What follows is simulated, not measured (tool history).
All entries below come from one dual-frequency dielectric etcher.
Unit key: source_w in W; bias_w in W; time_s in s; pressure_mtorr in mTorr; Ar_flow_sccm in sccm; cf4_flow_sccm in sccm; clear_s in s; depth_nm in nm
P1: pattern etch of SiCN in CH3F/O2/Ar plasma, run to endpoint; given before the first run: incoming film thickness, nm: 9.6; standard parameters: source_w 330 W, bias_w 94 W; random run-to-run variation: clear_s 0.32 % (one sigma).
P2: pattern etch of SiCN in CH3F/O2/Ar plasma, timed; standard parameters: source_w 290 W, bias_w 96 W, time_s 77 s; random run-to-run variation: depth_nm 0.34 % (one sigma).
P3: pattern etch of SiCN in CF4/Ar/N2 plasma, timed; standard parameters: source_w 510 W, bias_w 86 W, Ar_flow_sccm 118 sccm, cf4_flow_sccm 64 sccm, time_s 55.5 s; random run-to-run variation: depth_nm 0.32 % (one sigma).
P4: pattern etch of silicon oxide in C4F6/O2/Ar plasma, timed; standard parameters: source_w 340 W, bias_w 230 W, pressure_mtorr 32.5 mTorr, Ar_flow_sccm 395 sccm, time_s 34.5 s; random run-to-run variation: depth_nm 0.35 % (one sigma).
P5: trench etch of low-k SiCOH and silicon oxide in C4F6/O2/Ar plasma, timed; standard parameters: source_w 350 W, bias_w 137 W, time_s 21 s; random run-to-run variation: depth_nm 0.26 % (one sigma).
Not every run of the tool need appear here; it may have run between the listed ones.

run,day,process,source_w,bias_w,time_s,pressure_mtorr,Ar_flow_sccm,cf4_flow_sccm,hours since the last wet clean,hours since the last source power generator calibration,hours since the last bias power generator calibration,clear_s,depth_nm
1,0.438,P1,330,94,,,,,243.4,451.3,1526.9,24.497,
2,0.942,P1,330,117,,,,,255.5,463.4,1539,22.791,
3,1.296,P2,290,132,77,,,,264,471.9,1547.5,,31.876
4,1.646,P1,330,94,,,,,272.4,480.3,1555.9,24.618,
5,1.988,P4,340,230,34.5,32.5,395,,280.6,488.5,1564.1,,106.8
6,2.354,P4,340,230,42,32.5,395,,289.4,497.3,1572.9,,130.42
7,2.762,P4,340,230,34.5,32.5,395,,299.2,507.1,1582.7,,106.68
8,3.058,P2,290,96,77,,,,306.3,514.2,1589.8,,28.255
9,3.662,P1,330,73,,,,,320.8,528.7,1604.3,27.131,
10,4.088,P2,190,96,77,,,,331,538.9,1614.5,,24
11,4.388,P2,290,96,110.5,,,,338.2,546.1,1621.7,,40.09
12,4.729,P3,510,86,55.5,,118,64,346.4,554.3,1629.9,,55.724
13,5.308,P4,340,230,34.5,40,395,,360.3,568.2,1643.8,,103.9
14,5.883,P1,270,113,,,,,374.1,582,1657.6,24.604,
15,6.217,P1,330,94,,,,,382.1,590,1665.6,24.632,
16,6.829,P1,220,63,,,,,396.8,604.7,1680.3,33.153,
17,7.338,P5,260,137,21,,,,409,616.9,1692.5,,49.701
18,7.925,P1,330,94,,,,,423.1,631,1706.6,24.567,
19,8.262,P1,220,94,,,,,431.2,639.1,1714.7,28.553,
20,8.862,P1,430,94,,,,,445.6,653.5,1729.1,22.404,
21,9.412,P1,410,111,,,,,458.8,666.7,1742.3,21.406,
22,9.962,P4,340,230,34.5,32.5,229,,472,679.9,1755.5,,113.25
23,10.604,P3,510,86,55.5,,118,44,487.4,695.3,1770.9,,52.462
24,10.917,P3,510,86,55.5,,95,64,494.9,702.8,1778.4,,57.374
25,11.55,P5,350,137,14,,,,510.1,718,1793.6,,37.238
26,11.838,P3,510,86,55.5,,118,64,517,724.9,1800.5,,55.705
27,12.142,P4,440,230,34.5,32.5,395,,524.3,732.2,1807.8,,118.03
28,12.758,P5,350,106,21,,,,539.1,747,1822.6,,51.863
29,13.329,P3,510,86,37.5,,118,64,552.8,760.7,1836.3,,37.691
30,13.929,P3,510,104,55.5,,118,64,567.2,775.1,1850.7,,59.669
31,14.408,P3,390,86,55.5,,118,64,578.7,786.6,1862.2,,44.24
32,15.054,P2,290,96,77,,,,594.2,802.1,1877.7,,28.146
33,15.667,P4,340,172,34.5,32.5,395,,608.9,816.8,1892.4,,96.902
34,15.971,P5,350,137,21,,,,616.2,824.1,1899.7,,55.735
35,16.296,P1,330,94,,,,,624,831.9,1907.5,24.66,
36,16.933,P1,330,94,,,,,639.3,847.2,1922.8,24.494,
37,17.546,P1,330,94,,,,,654,861.9,1937.5,24.29,
38,17.938,P1,330,94,,,,,663.4,871.3,1946.9,24.267,
# day 18.333: wet clean of the chamber
39,18.588,P1,330,94,,,,,6.2,886.9,1962.5,24.235,
40,18.892,P1,330,94,,,,,13.5,894.2,1969.8,24.225,
41,19.296,P1,330,94,,,,,23.2,903.9,1979.5,24.371,
42,19.846,P1,330,94,,,,,36.4,917.1,1992.7,24.442,
43,20.225,P1,330,94,,,,,45.5,926.2,2001.8,24.278,
44,20.721,P1,330,94,,,,,57.4,938.1,2013.7,24.3,
45,21.308,P1,330,94,,,,,71.5,952.2,2027.8,24.067,

P1 no longer gives what it gave before; its output has crept away from where it was. The following 2 causes, each at its listed size, fit the log equally well:
A: source power that arrives over what is set, % = 4.51
B: bias power that arrives over what is set, % = 4.39
The gradual shift began around day 16.296.
Every other cause this tool's parts could produce, and why it does not fit the log:
chamber walls in a state that raises the etch rate, %: serviced at day 18.333, after the drift had started, without restoring the earlier output

Below are 4 check runs, each averaged over 2 wafers, with their results shown as question marks. Which of them would give clearly different results depending on which cause is behind the drift?
check 1,21.896,P5,350,137,21,,,,,,,,?
check 2,21.896,P4,340,230,34.5,32.5,395,,,,,,?
check 3,21.896,P3,510,86,55.5,,118,64,,,,,?
check 4,21.896,P2,290,96,77,,,,,,,,?

Outcome of each check run for each possible cause:
check,result,if A,if B
check 1,depth_nm,56.851,56.597
check 2,depth_nm,108.51,108.25
check 3,depth_nm,57.663,56.382
check 4,depth_nm,28.558,28.566
Per check, the gap between the least separated pair of causes, taken in the result that splits them most: check 1 0.45 %; check 2 0.24 %; check 3 2.25 %; check 4 0.03 %
Of the check runs offered, only check 3 discriminates between the causes; the rest would read about the same regardless of which cause applies.

Running check 3 produced the following: depth_nm 57.818 nm. Which one of the listed causes fits?

The correct cause is A, namely: source power that arrives over what is set, %.
